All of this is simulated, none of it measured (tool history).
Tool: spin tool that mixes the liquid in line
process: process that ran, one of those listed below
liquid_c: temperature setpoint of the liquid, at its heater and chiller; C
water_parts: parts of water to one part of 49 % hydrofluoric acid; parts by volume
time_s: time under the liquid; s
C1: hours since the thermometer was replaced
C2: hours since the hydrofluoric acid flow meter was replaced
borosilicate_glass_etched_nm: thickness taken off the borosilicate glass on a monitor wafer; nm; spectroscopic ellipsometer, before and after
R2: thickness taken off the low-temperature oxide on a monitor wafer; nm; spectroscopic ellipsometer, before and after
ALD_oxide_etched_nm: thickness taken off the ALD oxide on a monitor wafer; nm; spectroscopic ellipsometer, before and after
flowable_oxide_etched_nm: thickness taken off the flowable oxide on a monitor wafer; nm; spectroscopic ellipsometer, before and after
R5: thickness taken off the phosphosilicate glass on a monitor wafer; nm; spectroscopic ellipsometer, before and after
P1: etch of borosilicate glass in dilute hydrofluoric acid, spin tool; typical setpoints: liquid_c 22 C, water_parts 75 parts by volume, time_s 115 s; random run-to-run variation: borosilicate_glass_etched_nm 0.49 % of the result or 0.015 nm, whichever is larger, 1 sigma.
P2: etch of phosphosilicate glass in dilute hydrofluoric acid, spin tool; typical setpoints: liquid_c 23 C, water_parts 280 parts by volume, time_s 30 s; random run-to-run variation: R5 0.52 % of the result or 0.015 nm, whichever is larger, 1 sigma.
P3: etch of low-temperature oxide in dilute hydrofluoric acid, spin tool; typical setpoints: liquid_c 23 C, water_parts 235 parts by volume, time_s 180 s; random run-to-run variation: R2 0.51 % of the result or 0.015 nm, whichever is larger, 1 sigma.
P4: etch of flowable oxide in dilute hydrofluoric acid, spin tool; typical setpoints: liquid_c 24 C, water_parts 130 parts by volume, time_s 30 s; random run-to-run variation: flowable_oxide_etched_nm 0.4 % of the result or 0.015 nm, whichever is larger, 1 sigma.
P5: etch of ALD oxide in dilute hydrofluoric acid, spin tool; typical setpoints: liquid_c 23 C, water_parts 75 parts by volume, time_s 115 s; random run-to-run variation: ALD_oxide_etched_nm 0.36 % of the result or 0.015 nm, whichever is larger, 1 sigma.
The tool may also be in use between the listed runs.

Run 1, hour 16.6: process P1, liquid_c 22 C, water_parts 75 parts by volume, time_s 115 s; C1 1536.6; C2 279.1. Result: borosilicate_glass_etched_nm 29.773 nm.
Run 2, hour 33.5: process P3, liquid_c 23 C, water_parts 145 parts by volume, time_s 180 s; C1 1553.5; C2 296. Result: R2 20.993 nm.
Run 3, hour 48.2: process P5, liquid_c 23 C, water_parts 75 parts by volume, time_s 115 s; C1 1568.2; C2 310.7. Result: ALD_oxide_etched_nm 18.986 nm.
Run 4, hour 62: process P1, liquid_c 18 C, water_parts 75 parts by volume, time_s 170 s; C1 1582; C2 324.5. Result: borosilicate_glass_etched_nm 37.769 nm.
Run 5, hour 79.7: process P5, liquid_c 23 C, water_parts 75 parts by volume, time_s 195 s; C1 1599.7; C2 342.2. Result: ALD_oxide_etched_nm 31.958 nm.
Run 6, hour 89.4: process P1, liquid_c 22 C, water_parts 75 parts by volume, time_s 35 s; C1 1609.4; C2 351.9. Result: borosilicate_glass_etched_nm 9.1602 nm.
Run 7, hour 101.3: process P1, liquid_c 22 C, water_parts 75 parts by volume, time_s 115 s; C1 1621.3; C2 363.8. Result: borosilicate_glass_etched_nm 30.184 nm.
Run 8, hour 114.6: process P4, liquid_c 24 C, water_parts 130 parts by volume, time_s 30 s; C1 1634.6; C2 377.1. Result: flowable_oxide_etched_nm 15.36 nm.
Run 9, hour 132.2: process P1, liquid_c 17 C, water_parts 75 parts by volume, time_s 115 s; C1 1652.2; C2 394.7. Result: borosilicate_glass_etched_nm 24.476 nm.
Run 10, hour 139.9: process P1, liquid_c 22 C, water_parts 75 parts by volume, time_s 115 s; C1 1659.9; C2 402.4. Result: borosilicate_glass_etched_nm 30.127 nm.
Run 11, hour 148.8: process P5, liquid_c 23 C, water_parts 115 parts by volume, time_s 115 s; C1 1668.8; C2 411.3. Result: ALD_oxide_etched_nm 11.835 nm.
Run 12, hour 157.5: process P1, liquid_c 22 C, water_parts 45 parts by volume, time_s 115 s; C1 1677.5; C2 420. Result: borosilicate_glass_etched_nm 51.879 nm.
Run 13, hour 172.7: process P2, liquid_c 23 C, water_parts 280 parts by volume, time_s 30 s; C1 1692.7; C2 435.2. Result: R5 6.5872 nm.
Run 14, hour 181.9: process P2, liquid_c 23 C, water_parts 415 parts by volume, time_s 30 s; C1 1701.9; C2 444.4. Result: R5 3.9511 nm.
Run 15, hour 191.4: process P1, liquid_c 22 C, water_parts 75 parts by volume, time_s 115 s; C1 1711.4; C2 453.9. Result: borosilicate_glass_etched_nm 30.076 nm.
Run 16, hour 209: process P1, liquid_c 28 C, water_parts 75 parts by volume, time_s 115 s; C1 1729; C2 471.5. Result: borosilicate_glass_etched_nm 38.238 nm.
Run 17, hour 225.3: process P4, liquid_c 17 C, water_parts 130 parts by volume, time_s 30 s; C1 1745.3; C2 487.8. Result: flowable_oxide_etched_nm 11.611 nm.
Run 18, hour 238.8: process P5, liquid_c 23 C, water_parts 75 parts by volume, time_s 115 s; C1 1758.8; C2 501.3. Result: ALD_oxide_etched_nm 19.002 nm.
Run 19, hour 253.4: process P4, liquid_c 24 C, water_parts 200 parts by volume, time_s 30 s; C1 1773.4; C2 515.9. Result: flowable_oxide_etched_nm 9.1316 nm.
Run 20, hour 268: process P2, liquid_c 17 C, water_parts 280 parts by volume, time_s 30 s; C1 1788; C2 530.5. Result: R5 5.2306 nm.
Run 21, hour 278.7: process P1, liquid_c 22 C, water_parts 120 parts by volume, time_s 115 s; C1 1798.7; C2 541.2. Result: borosilicate_glass_etched_nm 17.763 nm.
Run 22, hour 293: process P3, liquid_c 23 C, water_parts 235 parts by volume, time_s 360 s; C1 1813; C2 555.5. Result: R2 23.384 nm.
Run 23, hour 305.2: process P1, liquid_c 22 C, water_parts 75 parts by volume, time_s 115 s; C1 1825.2; C2 567.7. Result: borosilicate_glass_etched_nm 30.187 nm.
Run 24, hour 320.7: process P3, liquid_c 17 C, water_parts 235 parts by volume, time_s 180 s; C1 1840.7; C2 583.2. Result: R2 9.2581 nm.
Run 25, hour 336: process P1, liquid_c 22 C, water_parts 75 parts by volume, time_s 205 s; C1 1856; C2 598.5. Result: borosilicate_glass_etched_nm 53.663 nm.
Run 26, hour 352.9: process P3, liquid_c 23 C, water_parts 235 parts by volume, time_s 180 s; C1 1872.9; C2 615.4. Result: R2 11.651 nm.
Run 27, hour 369.5: process P2, liquid_c 23 C, water_parts 280 parts by volume, time_s 60 s; C1 1889.5; C2 632. Result: R5 13.199 nm.

Predict the results of run 28:
Run 28, hour 382.7: process P4, liquid_c 24 C, water_parts 130 parts by volume, time_s 65 s; C1 1902.7; C2 645.2. Result: flowable_oxide_etched_nm ?.

flowable_oxide_etched_nm: 33.099 nm

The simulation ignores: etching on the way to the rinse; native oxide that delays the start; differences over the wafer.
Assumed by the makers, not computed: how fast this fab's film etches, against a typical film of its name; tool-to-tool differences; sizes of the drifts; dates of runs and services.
